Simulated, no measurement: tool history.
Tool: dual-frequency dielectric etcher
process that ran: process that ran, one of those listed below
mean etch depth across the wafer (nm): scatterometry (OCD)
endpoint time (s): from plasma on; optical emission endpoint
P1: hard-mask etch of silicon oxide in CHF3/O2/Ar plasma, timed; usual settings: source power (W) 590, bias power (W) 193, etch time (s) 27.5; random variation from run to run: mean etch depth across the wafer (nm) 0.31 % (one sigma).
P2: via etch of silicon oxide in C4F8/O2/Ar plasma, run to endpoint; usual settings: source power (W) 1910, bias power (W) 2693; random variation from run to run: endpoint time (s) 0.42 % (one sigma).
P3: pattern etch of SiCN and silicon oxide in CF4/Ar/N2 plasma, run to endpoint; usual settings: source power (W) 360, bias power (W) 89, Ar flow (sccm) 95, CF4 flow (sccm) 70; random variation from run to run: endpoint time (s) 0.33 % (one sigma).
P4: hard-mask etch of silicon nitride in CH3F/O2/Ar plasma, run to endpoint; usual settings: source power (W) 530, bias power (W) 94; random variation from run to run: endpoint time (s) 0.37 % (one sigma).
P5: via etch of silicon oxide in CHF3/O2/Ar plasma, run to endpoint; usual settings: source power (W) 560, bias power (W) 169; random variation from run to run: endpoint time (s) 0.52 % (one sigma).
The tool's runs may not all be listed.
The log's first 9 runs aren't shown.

| run | hour | process that ran | source power (W) | bias power (W) | etch time (s) | Ar flow (sccm) | CF4 flow (sccm) | hours since the last wet clean | hours since the last source power generator calibration | hours since the last bias power generator calibration | mean etch depth across the wafer (nm) | endpoint time (s) |
|---|---|---|---|---|---|---|---|---|---|---|---|---|
| 10 | 107.7 | P3 | 360 | 89 |  | 95 | 70 | 213.3 | 1623.1 | 2554.7 |  | 16.454 |
| 11 | 120.8 | P3 | 240 | 89 |  | 95 | 70 | 226.4 | 1636.2 | 2567.8 |  | 23.508 |
| 12 | 132.2 | P4 | 370 | 94 |  |  |  | 237.8 | 1647.6 | 2579.2 |  | 38.253 |
| 13 | 143.2 | P3 | 360 | 89 |  | 60 | 70 | 248.8 | 1658.6 | 2590.2 |  | 15.53 |
| 14 | 152.6 | P1 | 590 | 193 | 27.5 |  |  | 258.2 | 1668 | 2599.6 | 53.689 |  |
| 15 | 166.6 | P1 | 590 | 125 | 27.5 |  |  | 272.2 | 1682 | 2613.6 | 46.335 |  |
| 16 | 178.3 | P2 | 1910 | 2693 |  |  |  | 283.9 | 1693.7 | 2625.3 |  | 165.67 |
| 17 | 192.1 | P1 | 590 | 193 | 20.5 |  |  | 297.7 | 1707.5 | 2639.1 | 40.122 |  |
| 18 | 201.3 | P5 | 350 | 169 |  |  |  | 306.9 | 1716.7 | 2648.3 |  | 530.35 |
| 19 | 210.7 | P4 | 530 | 56 |  |  |  | 316.3 | 1726.1 | 2657.7 |  | 39.81 |
| 20 | 222.4 | P3 | 360 | 54 |  | 95 | 70 | 328 | 1737.8 | 2669.4 |  | 19.367 |
| 21 | 230.3 | P2 | 2370 | 2693 |  |  |  | 335.9 | 1745.7 | 2677.3 |  | 152.31 |
| 22 | 244.1 | P1 | 720 | 193 | 27.5 |  |  | 349.7 | 1759.5 | 2691.1 | 58.102 |  |
| 23 | 253.7 | P1 | 590 | 193 | 27.5 |  |  | 359.3 | 1769.1 | 2700.7 | 53.743 |  |
| 24 | 266.1 | P4 | 530 | 94 |  |  |  | 371.7 | 1781.5 | 2713.1 |  | 33.695 |
| 25 | 277.7 | P1 | 590 | 193 | 27.5 |  |  | 383.3 | 1793.1 | 2724.7 | 53.682 |  |

The next listed run, before its measurement:
| 26 | 286.3 | P1 | 590 | 142 | 33.5 |  |  | 391.9 | 1801.7 | 2733.3 | ? |  |

mean etch depth across the wafer (nm): 59.337
